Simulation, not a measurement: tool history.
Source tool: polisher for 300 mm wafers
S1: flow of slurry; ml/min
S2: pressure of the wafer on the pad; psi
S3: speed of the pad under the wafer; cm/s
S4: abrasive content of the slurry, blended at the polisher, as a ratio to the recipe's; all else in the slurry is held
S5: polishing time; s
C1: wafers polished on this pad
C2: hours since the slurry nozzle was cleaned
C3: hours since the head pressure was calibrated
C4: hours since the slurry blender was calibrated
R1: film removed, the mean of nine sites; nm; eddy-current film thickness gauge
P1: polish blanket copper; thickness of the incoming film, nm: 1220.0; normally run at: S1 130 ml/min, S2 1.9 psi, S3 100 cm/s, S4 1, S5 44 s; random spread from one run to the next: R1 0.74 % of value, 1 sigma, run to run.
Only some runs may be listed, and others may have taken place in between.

Run 1, day 0.258: S1 130 ml/min, S2 1.9 psi, S3 100 cm/s, S4 1, S5 44 s; C1 572; C2 226.8; C3 311.4; C4 93.4. Result: R1 96.195 nm.
Run 2, day 0.508: S1 130 ml/min, S2 1.9 psi, S3 100 cm/s, S4 1, S5 44 s; C1 646; C2 232.8; C3 317.4; C4 99.4. Result: R1 95.541 nm.
Run 3, day 0.708: S1 130 ml/min, S2 1.9 psi, S3 100 cm/s, S4 1, S5 44 s; C1 705; C2 237.6; C3 322.2; C4 104.2. Result: R1 96.016 nm.
Run 4, day 0.904: S1 130 ml/min, S2 1.9 psi, S3 100 cm/s, S4 0.55, S5 44 s; C1 763; C2 242.3; C3 326.9; C4 108.9. Result: R1 84.972 nm.
Run 5, day 1.171: S1 185 ml/min, S2 1.9 psi, S3 100 cm/s, S4 1, S5 44 s; C1 841; C2 248.7; C3 333.3; C4 115.3. Result: R1 101.3 nm.
Run 6, day 1.417: S1 130 ml/min, S2 1.9 psi, S3 44 cm/s, S4 1, S5 44 s; C1 914; C2 254.6; C3 339.2; C4 121.2. Result: R1 42.431 nm.
Run 7, day 1.629: S1 130 ml/min, S2 1 psi, S3 100 cm/s, S4 1, S5 44 s; C1 977; C2 259.7; C3 344.3; C4 126.3. Result: R1 50.271 nm.
Run 8, day 1.908: S1 185 ml/min, S2 1.9 psi, S3 140 cm/s, S4 1, S5 44 s; C1 1059; C2 266.4; C3 351; C4 133. Result: R1 142.73 nm.
Run 9, day 2.238: S1 130 ml/min, S2 2.9 psi, S3 124 cm/s, S4 1, S5 44 s; C1 1156; C2 274.3; C3 358.9; C4 140.9. Result: R1 181.28 nm.
Run 10, day 2.55: S1 130 ml/min, S2 1.9 psi, S3 100 cm/s, S4 1, S5 44 s; C1 1248; C2 281.8; C3 366.4; C4 148.4. Result: R1 96.176 nm.
Run 11, day 2.825: S1 130 ml/min, S2 1.9 psi, S3 100 cm/s, S4 1, S5 64 s; C1 1329; C2 288.4; C3 373; C4 155. Result: R1 139.61 nm.
Run 12, day 3.075: S1 130 ml/min, S2 1.9 psi, S3 100 cm/s, S4 1, S5 44 s; C1 1403; C2 294.4; C3 379; C4 161. Result: R1 95.276 nm.
Run 13, day 3.379: S1 80 ml/min, S2 1.9 psi, S3 100 cm/s, S4 1, S5 44 s; C1 1493; C2 301.7; C3 386.3; C4 168.3. Result: R1 85.88 nm.
Run 14, day 3.7: S1 130 ml/min, S2 2.9 psi, S3 100 cm/s, S4 1, S5 44 s; C1 1587; C2 309.4; C3 394; C4 176. Result: R1 146.57 nm.
At day 3.879: worn pad replaced by a new one.
Run 15, day 3.988: S1 130 ml/min, S2 1.9 psi, S3 100 cm/s, S4 1, S5 44 s; C1 32; C2 316.3; C3 400.9; C4 182.9. Result: R1 97.2 nm.
Run 16, day 4.238: S1 130 ml/min, S2 1.9 psi, S3 146 cm/s, S4 1, S5 44 s; C1 106; C2 322.3; C3 406.9; C4 188.9. Result: R1 140.5 nm.
Run 17, day 4.529: S1 130 ml/min, S2 1.9 psi, S3 100 cm/s, S4 1, S5 20 s; C1 192; C2 329.3; C3 413.9; C4 195.9. Result: R1 44.283 nm.
Run 18, day 4.854: S1 130 ml/min, S2 1.9 psi, S3 100 cm/s, S4 1.3, S5 44 s; C1 288; C2 337.1; C3 421.7; C4 203.7. Result: R1 103.1 nm.
Run 19, day 5.121: S1 130 ml/min, S2 1.9 psi, S3 100 cm/s, S4 1, S5 44 s; C1 366; C2 343.5; C3 428.1; C4 210.1. Result: R1 97.596 nm.
Run 20, day 5.392: S1 130 ml/min, S2 1.9 psi, S3 100 cm/s, S4 1, S5 44 s; C1 446; C2 350; C3 434.6; C4 216.6. Result: R1 93.24 nm.
Run 21, day 5.554: S1 130 ml/min, S2 1.9 psi, S3 100 cm/s, S4 1, S5 44 s; C1 494; C2 353.9; C3 438.5; C4 220.5. Result: R1 93.307 nm.
Run 22, day 5.854: S1 130 ml/min, S2 1.9 psi, S3 100 cm/s, S4 1, S5 44 s; C1 582; C2 361.1; C3 445.7; C4 227.7. Result: R1 90.352 nm.
Run 23, day 6.138: S1 130 ml/min, S2 1.9 psi, S3 100 cm/s, S4 1, S5 44 s; C1 666; C2 367.9; C3 452.5; C4 234.5. Result: R1 90.475 nm.
At day 6.258: head pressure recalibrated.
At day 6.433: worn pad replaced by a new one.
Run 24, day 6.483: S1 130 ml/min, S2 1.9 psi, S3 100 cm/s, S4 1, S5 44 s; C1 15; C2 376.2; C3 5.5; C4 242.8. Result: R1 87.787 nm.
Run 25, day 6.638: S1 130 ml/min, S2 1.9 psi, S3 100 cm/s, S4 1, S5 44 s; C1 60; C2 379.9; C3 9.2; C4 246.5. Result: R1 89.093 nm.
Run 26, day 6.812: S1 130 ml/min, S2 1.9 psi, S3 100 cm/s, S4 1, S5 44 s; C1 112; C2 384.1; C3 13.4; C4 250.7. Result: R1 89.943 nm.

Predict the results of run 27:
Run 27, day 7.062: S1 130 ml/min, S2 1.9 psi, S3 100 cm/s, S4 1, S5 44 s; C1 185; C2 390.1; C3 19.4; C4 256.7. Result: R1 ?.

{"run 27": {"R1": 89.568}}

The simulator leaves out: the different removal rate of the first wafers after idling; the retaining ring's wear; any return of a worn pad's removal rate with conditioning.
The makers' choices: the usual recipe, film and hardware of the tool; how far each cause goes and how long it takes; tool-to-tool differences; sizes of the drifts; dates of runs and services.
